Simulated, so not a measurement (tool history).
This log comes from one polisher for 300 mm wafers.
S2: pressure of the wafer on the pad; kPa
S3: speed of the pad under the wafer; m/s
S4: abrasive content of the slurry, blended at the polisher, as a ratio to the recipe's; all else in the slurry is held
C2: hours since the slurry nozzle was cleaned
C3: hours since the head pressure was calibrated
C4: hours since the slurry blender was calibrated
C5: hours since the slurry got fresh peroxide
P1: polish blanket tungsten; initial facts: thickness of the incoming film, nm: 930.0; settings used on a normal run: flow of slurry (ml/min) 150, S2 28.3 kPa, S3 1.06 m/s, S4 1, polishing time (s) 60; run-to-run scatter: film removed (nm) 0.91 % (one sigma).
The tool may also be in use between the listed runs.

{"run": 1, "day": 0.308, "flow of slurry (ml/min)": 150, "S2": 28.3, "S3": 1.06, "S4": 1, "polishing time (s)": 60, "wafers polished on this pad": 400, "C2": 188.2, "C3": 322.8, "C4": 70.7, "C5": 43.4, "film removed (nm)": 266.99}
{"run": 2, "day": 0.679, "flow of slurry (ml/min)": 150, "S2": 28.3, "S3": 1.06, "S4": 1, "polishing time (s)": 60, "wafers polished on this pad": 537, "C2": 197.1, "C3": 331.7, "C4": 79.6, "C5": 52.3, "film removed (nm)": 266.55}
{"run": 3, "day": 1.262, "flow of slurry (ml/min)": 150, "S2": 28.3, "S3": 0.66, "S4": 1, "polishing time (s)": 60, "wafers polished on this pad": 752, "C2": 211.1, "C3": 345.7, "C4": 93.6, "C5": 66.3, "film removed (nm)": 166.89}
{"run": 4, "day": 1.8, "flow of slurry (ml/min)": 200, "S2": 28.3, "S3": 1.06, "S4": 1, "polishing time (s)": 60, "wafers polished on this pad": 951, "C2": 224, "C3": 358.6, "C4": 106.5, "C5": 79.2, "film removed (nm)": 283.6}
{"run": 5, "day": 2.217, "flow of slurry (ml/min)": 150, "S2": 28.3, "S3": 1.06, "S4": 1, "polishing time (s)": 81, "wafers polished on this pad": 1104, "C2": 234, "C3": 368.6, "C4": 116.5, "C5": 89.2, "film removed (nm)": 363.53}
{"run": 6, "day": 2.892, "flow of slurry (ml/min)": 150, "S2": 28.3, "S3": 1.06, "S4": 1.35, "polishing time (s)": 60, "wafers polished on this pad": 1353, "C2": 250.2, "C3": 384.8, "C4": 132.7, "C5": 105.4, "film removed (nm)": 286.58}
{"run": 7, "day": 3.6, "flow of slurry (ml/min)": 150, "S2": 13.1, "S3": 1.06, "S4": 1, "polishing time (s)": 60, "wafers polished on this pad": 1615, "C2": 267.2, "C3": 401.8, "C4": 149.7, "C5": 122.4, "film removed (nm)": 127.42}
{"run": 8, "day": 4.096, "flow of slurry (ml/min)": 150, "S2": 28.3, "S3": 1.06, "S4": 1, "polishing time (s)": 39, "wafers polished on this pad": 1798, "C2": 279.1, "C3": 413.7, "C4": 161.6, "C5": 134.3, "film removed (nm)": 174.84}
{"run": 9, "day": 4.675, "flow of slurry (ml/min)": 90, "S2": 28.3, "S3": 1.06, "S4": 1, "polishing time (s)": 60, "wafers polished on this pad": 2011, "C2": 293, "C3": 427.6, "C4": 175.5, "C5": 148.2, "film removed (nm)": 242.44}
{"run": 10, "day": 5.275, "flow of slurry (ml/min)": 150, "S2": 18.6, "S3": 1.54, "S4": 1, "polishing time (s)": 60, "wafers polished on this pad": 2233, "C2": 307.4, "C3": 442, "C4": 189.9, "C5": 162.6, "film removed (nm)": 258.97}
{"run": 11, "day": 5.888, "flow of slurry (ml/min)": 150, "S2": 28.3, "S3": 1.62, "S4": 1, "polishing time (s)": 60, "wafers polished on this pad": 2458, "C2": 322.1, "C3": 456.7, "C4": 204.6, "C5": 177.3, "film removed (nm)": 407.8}
{"run": 12, "day": 6.517, "flow of slurry (ml/min)": 150, "S2": 42.1, "S3": 1.06, "S4": 1, "polishing time (s)": 60, "wafers polished on this pad": 2691, "C2": 337.2, "C3": 471.8, "C4": 219.7, "C5": 192.4, "film removed (nm)": 402.54}
{"run": 13, "day": 7.05, "flow of slurry (ml/min)": 150, "S2": 28.3, "S3": 1.06, "S4": 0.6, "polishing time (s)": 30, "wafers polished on this pad": 2887, "C2": 350, "C3": 484.6, "C4": 232.5, "C5": 205.2, "film removed (nm)": 120.65}
{"run": 14, "day": 7.496, "flow of slurry (ml/min)": 150, "S2": 28.3, "S3": 1.06, "S4": 1, "polishing time (s)": 60, "wafers polished on this pad": 3052, "C2": 360.7, "C3": 495.3, "C4": 243.2, "C5": 215.9, "film removed (nm)": 267.1}
{"run": 15, "day": 7.912, "flow of slurry (ml/min)": 150, "S2": 28.3, "S3": 1.06, "S4": 0.6, "polishing time (s)": 60, "wafers polished on this pad": 3205, "C2": 370.7, "C3": 505.3, "C4": 253.2, "C5": 225.9, "film removed (nm)": 238.81}
{"run": 16, "day": 8.267, "flow of slurry (ml/min)": 150, "S2": 28.3, "S3": 1.06, "S4": 1, "polishing time (s)": 60, "wafers polished on this pad": 3336, "C2": 379.2, "C3": 513.8, "C4": 261.7, "C5": 234.4, "film removed (nm)": 267.27}
{"run": 17, "day": 8.592, "flow of slurry (ml/min)": 185, "S2": 13.1, "S3": 1.06, "S4": 1, "polishing time (s)": 60, "wafers polished on this pad": 3456, "C2": 387, "C3": 521.6, "C4": 269.5, "C5": 242.2, "film removed (nm)": 129.87}
{"run": 18, "day": 9.154, "flow of slurry (ml/min)": 150, "S2": 28.3, "S3": 1.06, "S4": 1, "polishing time (s)": 60, "wafers polished on this pad": 3664, "C2": 400.5, "C3": 535.1, "C4": 283, "C5": 255.7, "film removed (nm)": 271.13}
{"run": 19, "day": 9.483, "flow of slurry (ml/min)": 150, "S2": 28.3, "S3": 1.06, "S4": 1, "polishing time (s)": 60, "wafers polished on this pad": 3785, "C2": 408.4, "C3": 543, "C4": 290.9, "C5": 263.6, "film removed (nm)": 273.81}
{"run": 20, "day": 9.875, "flow of slurry (ml/min)": 150, "S2": 28.3, "S3": 1.06, "S4": 1, "polishing time (s)": 60, "wafers polished on this pad": 3929, "C2": 417.8, "C3": 552.4, "C4": 300.3, "C5": 273, "film removed (nm)": 261.77}

Predict the results of run 21:
{"run": 21, "day": 10.446, "flow of slurry (ml/min)": 150, "S2": 28.3, "S3": 1.06, "S4": 1, "polishing time (s)": 60, "wafers polished on this pad": 4140, "C2": 431.5, "C3": 566.1, "C4": 314, "C5": 286.7, "film removed (nm)": "?"}

{"run 21": {"film removed (nm)": 251.1}}
